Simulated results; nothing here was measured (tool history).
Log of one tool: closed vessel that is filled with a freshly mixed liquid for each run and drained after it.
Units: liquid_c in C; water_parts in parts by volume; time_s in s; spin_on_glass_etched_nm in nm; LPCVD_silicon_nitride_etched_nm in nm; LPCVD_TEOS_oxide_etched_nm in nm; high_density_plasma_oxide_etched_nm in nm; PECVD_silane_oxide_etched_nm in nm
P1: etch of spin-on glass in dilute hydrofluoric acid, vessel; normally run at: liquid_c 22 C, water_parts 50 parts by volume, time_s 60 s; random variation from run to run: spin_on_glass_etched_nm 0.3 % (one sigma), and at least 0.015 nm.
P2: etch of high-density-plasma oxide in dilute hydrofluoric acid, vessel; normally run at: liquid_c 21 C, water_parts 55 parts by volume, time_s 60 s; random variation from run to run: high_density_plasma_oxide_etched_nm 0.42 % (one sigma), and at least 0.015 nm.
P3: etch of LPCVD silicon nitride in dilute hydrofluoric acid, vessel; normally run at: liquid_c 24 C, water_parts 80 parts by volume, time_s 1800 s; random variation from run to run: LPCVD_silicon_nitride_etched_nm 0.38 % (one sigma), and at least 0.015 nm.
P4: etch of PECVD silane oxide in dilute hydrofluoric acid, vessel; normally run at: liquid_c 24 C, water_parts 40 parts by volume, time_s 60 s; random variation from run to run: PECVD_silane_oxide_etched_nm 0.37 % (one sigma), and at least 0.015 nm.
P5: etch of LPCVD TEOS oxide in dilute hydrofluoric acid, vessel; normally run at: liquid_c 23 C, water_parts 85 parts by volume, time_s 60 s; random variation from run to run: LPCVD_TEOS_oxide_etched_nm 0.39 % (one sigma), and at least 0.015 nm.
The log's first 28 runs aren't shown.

run   hour  process  liquid_c  water_parts  time_s  hours since the thermometer was replaced  hours since the hydrofluoric acid flow meter was replaced  spin_on_glass_etched_nm  LPCVD_silicon_nitride_etched_nm  LPCVD_TEOS_oxide_etched_nm  high_density_plasma_oxide_etched_nm  PECVD_silane_oxide_etched_nm
 29  180.1       P2        21           55      60                                    1425.6                                                      122.2                                                                                                                     9.8222
 30  187.8       P4        24           40      60                                    1433.3                                                      129.9                                                                                                                                                   47.495
 31  193.2       P1        17           50      60                                    1438.7                                                      135.3                   42.543
 32  197.7       P1        22           50      60                                    1443.2                                                      139.8                   52.312
 33  204.8       P1        22           50      60                                    1450.3                                                      146.9                   51.355
 34    211       P1        22           50      60                                    1456.5                                                      153.1                   50.007
 35  216.8       P1        22           50      60                                    1462.3                                                      158.9                   50.087
 36  222.3       P1        22           50      60                                    1467.8                                                      164.4                   49.792
 37    231       P1        22           50      60                                    1476.5                                                      173.1                   49.429

The next listed run, before its measurement:
 38  238.1       P1        22           50      60                                    1483.6                                                      180.2                        ?

spin_on_glass_etched_nm: 49.562 nm

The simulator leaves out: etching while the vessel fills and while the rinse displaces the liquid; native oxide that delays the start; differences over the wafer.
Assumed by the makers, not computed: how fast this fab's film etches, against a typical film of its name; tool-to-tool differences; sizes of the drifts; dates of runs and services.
